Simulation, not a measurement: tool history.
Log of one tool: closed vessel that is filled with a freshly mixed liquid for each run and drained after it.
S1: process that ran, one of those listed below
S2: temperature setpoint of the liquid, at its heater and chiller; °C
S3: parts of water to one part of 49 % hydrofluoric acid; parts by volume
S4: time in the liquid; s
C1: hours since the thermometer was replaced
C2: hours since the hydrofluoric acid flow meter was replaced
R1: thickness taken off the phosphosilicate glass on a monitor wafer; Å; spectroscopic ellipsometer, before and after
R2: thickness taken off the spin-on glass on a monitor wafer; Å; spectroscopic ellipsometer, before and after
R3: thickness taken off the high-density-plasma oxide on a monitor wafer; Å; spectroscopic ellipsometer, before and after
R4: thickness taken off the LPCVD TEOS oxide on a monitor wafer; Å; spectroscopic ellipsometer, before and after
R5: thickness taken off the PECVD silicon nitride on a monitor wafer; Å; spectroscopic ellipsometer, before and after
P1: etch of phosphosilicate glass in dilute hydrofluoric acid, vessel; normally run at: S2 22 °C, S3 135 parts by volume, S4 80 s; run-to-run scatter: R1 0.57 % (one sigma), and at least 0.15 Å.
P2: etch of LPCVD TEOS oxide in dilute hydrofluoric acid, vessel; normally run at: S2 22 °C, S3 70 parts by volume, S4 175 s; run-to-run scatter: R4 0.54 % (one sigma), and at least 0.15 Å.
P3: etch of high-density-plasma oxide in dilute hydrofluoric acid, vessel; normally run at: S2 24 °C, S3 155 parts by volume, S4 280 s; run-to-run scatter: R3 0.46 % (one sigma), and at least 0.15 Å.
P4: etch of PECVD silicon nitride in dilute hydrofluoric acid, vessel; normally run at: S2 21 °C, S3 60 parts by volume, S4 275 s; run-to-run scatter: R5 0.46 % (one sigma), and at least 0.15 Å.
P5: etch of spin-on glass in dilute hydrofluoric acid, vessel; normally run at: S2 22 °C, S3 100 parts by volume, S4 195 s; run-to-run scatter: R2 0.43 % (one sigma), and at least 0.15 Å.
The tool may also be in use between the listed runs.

run	hour	S1	S2	S3	S4	C1	C2	R1	R2	R3	R4	R5
1	4.8	P1	22	135	80	1164.3	893.5	534.95				
2	10.9	P5	22	100	195	1170.4	899.6		373.68			
3	16.3	P3	31.5	155	280	1175.8	905			137.27		
4	21.6	P2	22	70	175	1181.1	910.3				414.57	
5	26.6	P1	22	135	80	1186.1	915.3	531.24				
6	34.7	P3	24	40	280	1194.2	923.4			462.07		
7	39.8	P5	22	140	195	1199.3	928.5		254.05			
8	45.3	P1	28.5	60	80	1204.8	934	1683.6				
9	50.1	P5	17	100	195	1209.6	938.8		304.45			
10	55.8	P5	22	100	195	1215.3	944.5		372.01			
11	60.8	P4	28	60	275	1220.3	949.5					331.19
12	65	P2	22	70	310	1224.5	953.7				735.5	
13	69.7	P2	22	70	175	1229.2	958.4				411.4	
14	76.1	P1	22	135	80	1235.6	964.8	532.37				
15	81.1	P1	22	135	80	1240.6	969.8	531.8				
16	87.3	P1	22	50	80	1246.8	976	1598.6				
17	91.7	P3	24	155	125	1251.2	980.4			45.948		
18	98.4	P1	22	180	125	1257.9	987.1	588.33				
19	103.9	P1	17	135	80	1263.4	992.6	439.74				
20	108.7	P1	22	135	160	1268.2	997.4	1054.6				
21	114.9	P2	28	70	175	1274.4	1003.6				522.41	
22	119.2	P5	22	100	365	1278.7	1007.9		699.7			
23	127.3	P1	22	135	80	1286.8	1016	526.44				
24	134.6	P1	22	135	40	1294.1	1023.3	267.31				
25	139.5	P1	27	135	80	1299	1028.2	644.32				
26	145.5	P1	22	135	80	1305	1034.2	537.26				
27	152.3	P2	22	115	175	1311.8	1041				239.25	
28	156.6	P4	21	20	275	1316.1	1045.3					599.31
29	160.9	P1	22	235	80	1320.4	1049.6	276.29				
30	165.5	P1	22	40	30	1325	1054.2	763.54				
31	170.4	P4	21	60	275	1329.9	1059.1					207.58
32	175.7	P1	22	135	80	1335.2	1064.4	534.94				
33	179.5	P4	21	60	500	1339	1068.2					379.85
34	184.4	P3	24	155	280	1343.9	1073.1			103.62		
35	188.1	P4	21	60	275	1347.6	1076.8					208.11
36	192.6	P1	22	135	80	1352.1	1081.3	528.99				
37	196.1	P1	22	135	80	1355.6	1084.8	516.65				
38	201.3	P1	22	135	80	1360.8	1090	506.73				
39	205.4	P1	22	135	80	1364.9	1094.1	497.3				
40	213.2	P1	22	135	80	1372.7	1101.9	492.31				
41	217.9	P1	22	135	80	1377.4	1106.6	494.01				
42	223.7	P1	22	135	80	1383.2	1112.4	492.81				

What P1 gives has crept away from where it was. These 2 causes fit the log equally well, each at the size given:
A: hydrofluoric acid flow below the setpoint (%) = 6.33
B: liquid colder than its thermometer reads (K) = 1.9
The creep began at about hour 192.6.

4 check runs are offered, one wafer each, their results left as question marks. Which one tells the causes apart?
check 1	229.5	P2	22	115	175						?	
check 2	229.5	P3	31.5	155	280					?		
check 3	229.5	P4	27	60	275							?
check 4	229.5	P5	17	100	335				?			

What each check would give under each cause:
check	result	if A	if B
check 1	R4	221.66	221.15
check 2	R3	125.62	127.1
check 3	R5	290.71	273.5
check 4	R2	485.79	481.71
How far apart the two closest causes lie, in the result that separates them most: check 1 0.23 %; check 2 1.17 %; check 3 6.1 %; check 4 0.84 %
Check 3 tells the causes apart: in the others they would give nearly the same result.

Check 3 was then run and gave: R5 272.73 Å. Which cause is it?

It is B: liquid colder than its thermometer reads (K).
